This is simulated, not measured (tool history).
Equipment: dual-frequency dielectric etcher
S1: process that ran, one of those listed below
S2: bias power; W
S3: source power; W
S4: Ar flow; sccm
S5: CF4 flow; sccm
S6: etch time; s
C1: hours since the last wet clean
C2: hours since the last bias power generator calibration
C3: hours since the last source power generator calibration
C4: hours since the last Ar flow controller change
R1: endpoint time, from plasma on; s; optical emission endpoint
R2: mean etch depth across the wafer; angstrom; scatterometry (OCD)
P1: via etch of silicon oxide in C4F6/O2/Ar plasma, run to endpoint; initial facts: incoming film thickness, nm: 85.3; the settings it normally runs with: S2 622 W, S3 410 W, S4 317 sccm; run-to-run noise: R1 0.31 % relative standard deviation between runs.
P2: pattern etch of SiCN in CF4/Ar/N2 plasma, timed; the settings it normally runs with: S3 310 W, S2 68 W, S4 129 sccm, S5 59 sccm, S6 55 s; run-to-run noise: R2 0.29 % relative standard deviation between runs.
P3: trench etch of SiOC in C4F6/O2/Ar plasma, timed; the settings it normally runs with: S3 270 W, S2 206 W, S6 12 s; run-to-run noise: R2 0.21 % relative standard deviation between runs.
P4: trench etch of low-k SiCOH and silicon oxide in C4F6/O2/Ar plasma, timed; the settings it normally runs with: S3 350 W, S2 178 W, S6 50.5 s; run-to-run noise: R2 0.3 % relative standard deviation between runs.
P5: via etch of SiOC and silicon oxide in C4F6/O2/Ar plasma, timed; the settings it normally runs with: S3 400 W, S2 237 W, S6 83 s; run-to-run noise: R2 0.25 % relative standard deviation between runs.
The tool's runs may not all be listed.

{"run": 1, "day": 0.196, "S1": "P1", "S2": 622, "S3": 410, "S4": 317, "C1": 95.4, "C2": 1832.6, "C3": 1887.2, "C4": 1281.4, "R1": 17.535}
{"run": 2, "day": 0.492, "S1": "P1", "S2": 622, "S3": 410, "S4": 236, "C1": 102.5, "C2": 1839.7, "C3": 1894.3, "C4": 1288.5, "R1": 16.888}
{"run": 3, "day": 0.788, "S1": "P2", "S2": 68, "S3": 310, "S4": 86, "S5": 59, "S6": 55, "C1": 109.6, "C2": 1846.8, "C3": 1901.4, "C4": 1295.6, "R2": 330.63}
{"run": 4, "day": 1.179, "S1": "P1", "S2": 622, "S3": 410, "S4": 317, "C1": 119, "C2": 1856.2, "C3": 1910.8, "C4": 1305, "R1": 17.565}
{"run": 5, "day": 1.567, "S1": "P2", "S2": 46, "S3": 310, "S4": 129, "S5": 59, "S6": 55, "C1": 128.3, "C2": 1865.5, "C3": 1920.1, "C4": 1314.3, "R2": 270}
{"run": 6, "day": 1.825, "S1": "P3", "S2": 206, "S3": 270, "S6": 6.5, "C1": 134.5, "C2": 1871.7, "C3": 1926.3, "C4": 1320.5, "R2": 123.41}
{"run": 7, "day": 2.2, "S1": "P3", "S2": 206, "S3": 190, "S6": 12, "C1": 143.5, "C2": 1880.7, "C3": 1935.3, "C4": 1329.5, "R2": 199.08}
{"run": 8, "day": 2.529, "S1": "P1", "S2": 403, "S3": 570, "S4": 317, "C1": 151.4, "C2": 1888.6, "C3": 1943.2, "C4": 1337.4, "R1": 18.214}
{"run": 9, "day": 2.954, "S1": "P4", "S2": 178, "S3": 350, "S6": 50.5, "C1": 161.6, "C2": 1898.8, "C3": 1953.4, "C4": 1347.6, "R2": 1535.1}
{"run": 10, "day": 3.221, "S1": "P1", "S2": 622, "S3": 410, "S4": 317, "C1": 168, "C2": 1905.2, "C3": 1959.8, "C4": 1354, "R1": 17.533}
{"run": 11, "day": 3.521, "S1": "P1", "S2": 622, "S3": 410, "S4": 379, "C1": 175.2, "C2": 1912.4, "C3": 1967, "C4": 1361.2, "R1": 17.882}
{"run": 12, "day": 3.954, "S1": "P5", "S2": 237, "S3": 400, "S6": 83, "C1": 185.6, "C2": 1922.8, "C3": 1977.4, "C4": 1371.6, "R2": 1043.9}
{"run": 13, "day": 4.221, "S1": "P2", "S2": 68, "S3": 310, "S4": 129, "S5": 59, "S6": 55, "C1": 192, "C2": 1929.2, "C3": 1983.8, "C4": 1378, "R2": 310.75}
{"run": 14, "day": 4.412, "S1": "P1", "S2": 622, "S3": 280, "S4": 317, "C1": 196.6, "C2": 1933.8, "C3": 1988.4, "C4": 1382.6, "R1": 20.099}
{"run": 15, "day": 4.671, "S1": "P1", "S2": 482, "S3": 410, "S4": 317, "C1": 202.8, "C2": 1940, "C3": 1994.6, "C4": 1388.8, "R1": 19.245}
{"run": 16, "day": 4.988, "S1": "P3", "S2": 206, "S3": 270, "S6": 12, "C1": 210.4, "C2": 1947.6, "C3": 2002.2, "C4": 1396.4, "R2": 228.19}
{"run": 17, "day": 5.212, "S1": "P5", "S2": 160, "S3": 400, "S6": 83, "C1": 215.8, "C2": 1953, "C3": 2007.6, "C4": 1401.8, "R2": 917.85}
{"run": 18, "day": 5.508, "S1": "P4", "S2": 106, "S3": 350, "S6": 50.5, "C1": 222.9, "C2": 1960.1, "C3": 2014.7, "C4": 1408.9, "R2": 1308.3}
{"run": 19, "day": 5.725, "S1": "P1", "S2": 622, "S3": 520, "S4": 317, "C1": 228.1, "C2": 1965.3, "C3": 2019.9, "C4": 1414.1, "R1": 15.915}
{"run": 20, "day": 6.012, "S1": "P4", "S2": 178, "S3": 350, "S6": 28, "C1": 235, "C2": 1972.2, "C3": 2026.8, "C4": 1421, "R2": 846.17}
{"run": 21, "day": 6.383, "S1": "P5", "S2": 237, "S3": 400, "S6": 124, "C1": 243.9, "C2": 1981.1, "C3": 2035.7, "C4": 1429.9, "R2": 1556.4}
{"run": 22, "day": 6.788, "S1": "P1", "S2": 782, "S3": 510, "S4": 317, "C1": 253.6, "C2": 1990.8, "C3": 2045.4, "C4": 1439.6, "R1": 14.802}
{"run": 23, "day": 7.033, "S1": "P1", "S2": 622, "S3": 410, "S4": 317, "C1": 259.5, "C2": 1996.7, "C3": 2051.3, "C4": 1445.5, "R1": 17.487}
{"run": 24, "day": 7.396, "S1": "P2", "S2": 68, "S3": 200, "S4": 129, "S5": 59, "S6": 55, "C1": 268.2, "C2": 2005.4, "C3": 2060, "C4": 1454.2, "R2": 212.19}
{"day": 7.438, "done": "wet clean of the chamber"}
{"run": 25, "day": 7.796, "S1": "P4", "S2": 178, "S3": 350, "S6": 50.5, "C1": 8.6, "C2": 2015, "C3": 2069.6, "C4": 1463.8, "R2": 1538.2}
{"run": 26, "day": 8.175, "S1": "P1", "S2": 622, "S3": 310, "S4": 221, "C1": 17.7, "C2": 2024.1, "C3": 2078.7, "C4": 1472.9, "R1": 18.698}
{"run": 27, "day": 8.425, "S1": "P1", "S2": 850, "S3": 410, "S4": 317, "C1": 23.7, "C2": 2030.1, "C3": 2084.7, "C4": 1478.9, "R1": 15.438}
{"run": 28, "day": 8.85, "S1": "P1", "S2": 622, "S3": 410, "S4": 317, "C1": 33.9, "C2": 2040.3, "C3": 2094.9, "C4": 1489.1, "R1": 17.568}
{"run": 29, "day": 9.262, "S1": "P5", "S2": 237, "S3": 530, "S6": 83, "C1": 43.8, "C2": 2050.2, "C3": 2104.8, "C4": 1499, "R2": 1161.9}
{"run": 30, "day": 9.571, "S1": "P4", "S2": 178, "S3": 500, "S6": 50.5, "C1": 51.2, "C2": 2057.6, "C3": 2112.2, "C4": 1506.4, "R2": 1768.7}
{"run": 31, "day": 9.821, "S1": "P2", "S2": 68, "S3": 310, "S4": 129, "S5": 45, "S6": 55, "C1": 57.2, "C2": 2063.6, "C3": 2118.2, "C4": 1512.4, "R2": 296.9}
{"run": 32, "day": 10.254, "S1": "P2", "S2": 68, "S3": 310, "S4": 129, "S5": 59, "S6": 39, "C1": 67.6, "C2": 2074, "C3": 2128.6, "C4": 1522.8, "R2": 222.5}

Forecast run 33:
{"run": 33, "day": 10.567, "S1": "P3", "S2": 151, "S3": 270, "S6": 12, "C1": 75.1, "C2": 2081.5, "C3": 2136.1, "C4": 1530.3, "R2": "?"}

{"run 33": {"R2": 205.92}}
